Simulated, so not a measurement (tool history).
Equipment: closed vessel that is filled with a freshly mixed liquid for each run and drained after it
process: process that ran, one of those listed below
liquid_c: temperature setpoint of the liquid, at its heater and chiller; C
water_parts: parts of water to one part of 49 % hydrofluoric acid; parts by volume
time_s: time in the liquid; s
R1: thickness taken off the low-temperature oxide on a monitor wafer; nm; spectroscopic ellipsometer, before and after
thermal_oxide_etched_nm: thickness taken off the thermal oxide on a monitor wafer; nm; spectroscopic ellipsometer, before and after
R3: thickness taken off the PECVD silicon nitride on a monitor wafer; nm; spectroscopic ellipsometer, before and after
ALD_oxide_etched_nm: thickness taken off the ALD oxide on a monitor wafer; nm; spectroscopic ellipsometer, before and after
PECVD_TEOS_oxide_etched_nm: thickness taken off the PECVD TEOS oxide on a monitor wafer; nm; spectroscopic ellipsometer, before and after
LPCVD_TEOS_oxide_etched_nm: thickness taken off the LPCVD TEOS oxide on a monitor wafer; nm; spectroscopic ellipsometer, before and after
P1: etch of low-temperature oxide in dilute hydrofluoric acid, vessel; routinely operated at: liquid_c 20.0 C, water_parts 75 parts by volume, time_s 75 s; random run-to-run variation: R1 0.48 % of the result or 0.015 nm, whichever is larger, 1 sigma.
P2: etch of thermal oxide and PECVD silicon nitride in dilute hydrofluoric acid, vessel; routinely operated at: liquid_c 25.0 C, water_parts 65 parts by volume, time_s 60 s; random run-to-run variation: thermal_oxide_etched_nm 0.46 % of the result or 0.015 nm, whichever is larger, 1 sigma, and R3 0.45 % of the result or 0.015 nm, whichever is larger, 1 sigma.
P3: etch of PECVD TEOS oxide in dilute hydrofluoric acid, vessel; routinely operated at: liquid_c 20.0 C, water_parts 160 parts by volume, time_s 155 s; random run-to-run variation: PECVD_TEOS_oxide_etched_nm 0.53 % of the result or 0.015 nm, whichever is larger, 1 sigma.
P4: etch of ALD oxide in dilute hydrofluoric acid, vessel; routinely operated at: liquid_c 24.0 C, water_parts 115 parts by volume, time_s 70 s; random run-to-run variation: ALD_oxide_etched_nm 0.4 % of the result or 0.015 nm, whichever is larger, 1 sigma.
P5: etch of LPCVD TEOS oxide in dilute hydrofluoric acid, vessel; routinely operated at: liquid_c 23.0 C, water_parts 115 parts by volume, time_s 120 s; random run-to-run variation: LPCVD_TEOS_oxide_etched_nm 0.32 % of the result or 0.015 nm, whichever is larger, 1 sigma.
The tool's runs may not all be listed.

run 1 hour=13.5 | process=P1 liquid_c=20.0 water_parts=75 time_s=75 | R1=9.1469
run 2 hour=30.2 | process=P2 liquid_c=25.0 water_parts=65 time_s=60 | thermal_oxide_etched_nm=4.8073 R3=5.5878
run 3 hour=46.3 | process=P4 liquid_c=24.0 water_parts=20 time_s=70 | ALD_oxide_etched_nm=96.2280
run 4 hour=55.2 | process=P1 liquid_c=20.0 water_parts=75 time_s=30 | R1=3.6644
run 5 hour=69.3 | process=P4 liquid_c=24.0 water_parts=115 time_s=70 | ALD_oxide_etched_nm=14.6680
run 6 hour=82.8 | process=P3 liquid_c=20.0 water_parts=160 time_s=155 | PECVD_TEOS_oxide_etched_nm=8.4154
run 7 hour=97.7 | process=P1 liquid_c=20.0 water_parts=25 time_s=75 | R1=29.1830
run 8 hour=106.5 | process=P1 liquid_c=28.5 water_parts=75 time_s=75 | R1=13.0020
run 9 hour=121.4 | process=P5 liquid_c=23.0 water_parts=115 time_s=120 | LPCVD_TEOS_oxide_etched_nm=54.430
run 10 hour=133.9 | process=P5 liquid_c=23.0 water_parts=20 time_s=120 | LPCVD_TEOS_oxide_etched_nm=351.030
run 11 hour=141.3 | process=P2 liquid_c=31.5 water_parts=65 time_s=60 | thermal_oxide_etched_nm=6.1782 R3=8.5321
run 12 hour=157.0 | process=P1 liquid_c=20.0 water_parts=75 time_s=75 | R1=9.1553
run 13 hour=170.9 | process=P4 liquid_c=24.0 water_parts=115 time_s=35 | ALD_oxide_etched_nm=7.3632
run 14 hour=182.3 | process=P2 liquid_c=25.0 water_parts=65 time_s=30 | thermal_oxide_etched_nm=2.3918 R3=2.8293
run 15 hour=196.2 | process=P5 liquid_c=18.0 water_parts=115 time_s=120 | LPCVD_TEOS_oxide_etched_nm=44.148
run 16 hour=208.5 | process=P2 liquid_c=25.0 water_parts=65 time_s=60 | thermal_oxide_etched_nm=4.7984 R3=5.6089
run 17 hour=222.0 | process=P4 liquid_c=28.0 water_parts=115 time_s=70 | ALD_oxide_etched_nm=17.1360
run 18 hour=230.9 | process=P5 liquid_c=23.0 water_parts=115 time_s=230 | LPCVD_TEOS_oxide_etched_nm=103.970
run 19 hour=239.4 | process=P1 liquid_c=20.0 water_parts=75 time_s=145 | R1=17.5660
run 20 hour=251.7 | process=P1 liquid_c=17.0 water_parts=110 time_s=75 | R1=5.2797
run 21 hour=267.5 | process=P1 liquid_c=17.0 water_parts=75 time_s=75 | R1=8.0684
run 22 hour=280.8 | process=P1 liquid_c=20.0 water_parts=75 time_s=75 | R1=9.1717
run 23 hour=291.7 | process=P3 liquid_c=20.0 water_parts=160 time_s=285 | PECVD_TEOS_oxide_etched_nm=15.4570
run 24 hour=301.6 | process=P1 liquid_c=20.0 water_parts=75 time_s=75 | R1=9.0657
run 25 hour=313.7 | process=P2 liquid_c=25.0 water_parts=30 time_s=60 | thermal_oxide_etched_nm=10.8310 R3=11.9690
run 26 hour=328.1 | process=P3 liquid_c=17.0 water_parts=160 time_s=155 | PECVD_TEOS_oxide_etched_nm=7.4826
run 27 hour=339.2 | process=P3 liquid_c=20.0 water_parts=270 time_s=155 | PECVD_TEOS_oxide_etched_nm=4.5240
run 28 hour=350.7 | process=P1 liquid_c=20.0 water_parts=130 time_s=75 | R1=4.9829
run 29 hour=362.7 | process=P1 liquid_c=20.0 water_parts=75 time_s=75 | R1=9.2587
run 30 hour=370.0 | process=P1 liquid_c=20.0 water_parts=75 time_s=75 | R1=9.2621
run 31 hour=378.3 | process=P1 liquid_c=20.0 water_parts=75 time_s=75 | R1=9.4693
run 32 hour=385.6 | process=P1 liquid_c=20.0 water_parts=75 time_s=75 | R1=9.6346
run 33 hour=393.3 | process=P1 liquid_c=20.0 water_parts=75 time_s=75 | R1=9.5571
run 34 hour=408.9 | process=P1 liquid_c=20.0 water_parts=75 time_s=75 | R1=9.7340
run 35 hour=420.2 | process=P1 liquid_c=20.0 water_parts=75 time_s=75 | R1=9.7221
run 36 hour=428.8 | process=P1 liquid_c=20.0 water_parts=75 time_s=75 | R1=9.7333
run 37 hour=440.0 | process=P1 liquid_c=20.0 water_parts=75 time_s=75 | R1=9.7946
run 38 hour=453.4 | process=P1 liquid_c=20.0 water_parts=75 time_s=75 | R1=9.7933

The log shows P1 creeping away from where it was. Any of the 2 causes listed here, at the size stated for it, fits the log just as well as the others:
A: hydrofluoric acid flow above the setpoint (%) = 6.6
B: liquid hotter than its thermometer reads (K) = 1.68
Onset of the creep was near hour 362.7.

Of the 4 check runs listed below, each run on one wafer and each result written as a question mark, which would let you distinguish the listed causes because they would give clearly different results?
run check 1 hour=466.8 | process=P4 liquid_c=24.0 water_parts=35 time_s=70 | ALD_oxide_etched_nm=?
run check 2 hour=466.8 | process=P3 liquid_c=17.0 water_parts=270 time_s=155 | PECVD_TEOS_oxide_etched_nm=?
run check 3 hour=466.8 | process=P5 liquid_c=23.0 water_parts=115 time_s=195 | LPCVD_TEOS_oxide_etched_nm=?
run check 4 hour=466.8 | process=P2 liquid_c=25.0 water_parts=65 time_s=30 | thermal_oxide_etched_nm=? R3=?

Expected result of each check under each candidate cause:
check=check_1 result=ALD_oxide_etched_nm if_A=57.1890 if_B=57.3400
check=check_2 result=PECVD_TEOS_oxide_etched_nm if_A=4.3441 if_B=4.2821
check=check_3 result=LPCVD_TEOS_oxide_etched_nm if_A=94.689 if_B=94.087
check=check_4 result=thermal_oxide_etched_nm if_A=2.5655 if_B=2.5606
check=check_4 result=R3 if_A=2.9910 if_B=3.1383
Smallest distance between any two causes, each pair judged by its most separating result, in per cent: check 1 0.26 %; check 2 1.44 %; check 3 0.64 %; check 4 4.81 %
Only in check 4 would the causes give clearly different results; in the remaining checks their results would be nearly the same.

Check 4 was then run and gave: thermal_oxide_etched_nm 2.5672 nm; R3 3.0276 nm. Which cause is it?

It was cause A: hydrofluoric acid flow above the setpoint (%).

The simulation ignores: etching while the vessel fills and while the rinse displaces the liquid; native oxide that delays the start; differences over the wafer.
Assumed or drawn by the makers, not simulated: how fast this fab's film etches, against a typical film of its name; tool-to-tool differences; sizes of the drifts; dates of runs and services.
